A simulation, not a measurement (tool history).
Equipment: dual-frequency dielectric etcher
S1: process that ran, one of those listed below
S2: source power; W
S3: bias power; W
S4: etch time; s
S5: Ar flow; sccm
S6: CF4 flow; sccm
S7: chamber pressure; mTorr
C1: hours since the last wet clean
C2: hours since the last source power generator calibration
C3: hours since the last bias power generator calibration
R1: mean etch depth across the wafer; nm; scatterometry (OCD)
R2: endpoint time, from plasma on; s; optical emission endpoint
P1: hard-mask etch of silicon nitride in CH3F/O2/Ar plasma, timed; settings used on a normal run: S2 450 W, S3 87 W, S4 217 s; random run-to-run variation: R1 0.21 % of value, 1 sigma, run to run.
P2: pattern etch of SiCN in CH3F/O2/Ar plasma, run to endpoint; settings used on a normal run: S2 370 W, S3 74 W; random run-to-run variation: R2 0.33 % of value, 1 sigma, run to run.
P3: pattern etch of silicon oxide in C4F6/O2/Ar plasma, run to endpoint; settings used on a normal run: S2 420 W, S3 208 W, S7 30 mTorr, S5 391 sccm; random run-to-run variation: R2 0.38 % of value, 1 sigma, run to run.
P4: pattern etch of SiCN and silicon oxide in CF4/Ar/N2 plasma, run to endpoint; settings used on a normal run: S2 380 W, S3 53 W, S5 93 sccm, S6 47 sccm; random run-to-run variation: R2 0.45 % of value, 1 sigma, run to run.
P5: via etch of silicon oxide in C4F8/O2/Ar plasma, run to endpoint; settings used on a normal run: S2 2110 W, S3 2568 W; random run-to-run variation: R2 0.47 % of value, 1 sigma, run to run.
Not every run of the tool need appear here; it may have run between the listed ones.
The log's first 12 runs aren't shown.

run 13 hour=60.3 | S1=P3 S2=420 S3=208 S5=391 S7=38 | C1=16.6 C2=579.9 C3=634.4 | R2=10.988
run 14 hour=64.6 | S1=P2 S2=370 S3=74 | C1=20.9 C2=584.2 C3=638.7 | R2=24.262
run 15 hour=69.5 | S1=P3 S2=420 S3=208 S5=292 S7=30 | C1=25.8 C2=589.1 C3=643.6 | R2=10.402
run 16 hour=75.1 | S1=P5 S2=2110 S3=1754 | C1=31.4 C2=594.7 C3=649.2 | R2=229.99
run 17 hour=79.3 | S1=P3 S2=260 S3=208 S5=391 S7=30 | C1=35.6 C2=598.9 C3=653.4 | R2=13.005
run 18 hour=83.8 | S1=P1 S2=580 S3=87 S4=121 | C1=40.1 C2=603.4 C3=657.9 | R1=104.84
run 19 hour=88 | S1=P1 S2=450 S3=87 S4=217 | C1=44.3 C2=607.6 C3=662.1 | R1=170.99
run 20 hour=92.4 | S1=P3 S2=420 S3=208 S5=391 S7=30 | C1=48.7 C2=612 C3=666.5 | R2=10.726
run 21 hour=97.9 | S1=P4 S2=380 S3=53 S5=61 S6=47 | C1=54.2 C2=617.5 C3=672 | R2=23.92
run 22 hour=101 | S1=P2 S2=370 S3=53 | C1=57.3 C2=620.6 C3=675.1 | R2=27.061
run 23 hour=106.7 | S1=P1 S2=320 S3=87 S4=217 | C1=63 C2=626.3 C3=680.8 | R1=150.01
run 24 hour=109.4 | S1=P1 S2=540 S3=87 S4=217 | C1=65.7 C2=629 C3=683.5 | R1=183.13
run 25 hour=114.7 | S1=P1 S2=450 S3=87 S4=217 | C1=71 C2=634.3 C3=688.8 | R1=171.13
run 26 hour=118 | S1=P4 S2=530 S3=53 S5=93 S6=47 | C1=74.3 C2=637.6 C3=692.1 | R2=19.103
run 27 hour=123.8 | S1=P5 S2=1430 S3=2568 | C1=80.1 C2=643.4 C3=697.9 | R2=241.13
run 28 hour=128 | S1=P4 S2=380 S3=53 S5=93 S6=32 | C1=84.3 C2=647.6 C3=702.1 | R2=27.383
run 29 hour=132.2 | S1=P5 S2=2110 S3=2568 | C1=88.5 C2=651.8 C3=706.3 | R2=205.42
run 30 hour=138 | S1=P1 S2=450 S3=87 S4=281.5 | C1=94.3 C2=657.6 C3=712.1 | R1=221.01
run 31 hour=141.6 | S1=P1 S2=450 S3=87 S4=217 | C1=97.9 C2=661.2 C3=715.7 | R1=171.44
run 32 hour=147.6 | S1=P1 S2=450 S3=87 S4=217 | C1=103.9 C2=667.2 C3=721.7 | R1=171.52
run 33 hour=150.2 | S1=P1 S2=450 S3=87 S4=217 | C1=106.5 C2=669.8 C3=724.3 | R1=172.01
run 34 hour=154.3 | S1=P1 S2=450 S3=87 S4=217 | C1=110.6 C2=673.9 C3=728.4 | R1=172.68
run 35 hour=158.2 | S1=P1 S2=450 S3=87 S4=217 | C1=114.5 C2=677.8 C3=732.3 | R1=172.64
run 36 hour=163.6 | S1=P1 S2=450 S3=87 S4=217 | C1=119.9 C2=683.2 C3=737.7 | R1=173.73

What will run 37 give?
-- hour=164.6 wet clean of the chamber
run 37 hour=169.2 | S1=P1 S2=450 S3=87 S4=217 | C1=4.7 C2=688.8 C3=743.3 | R1=?

R1: 173.12 nm
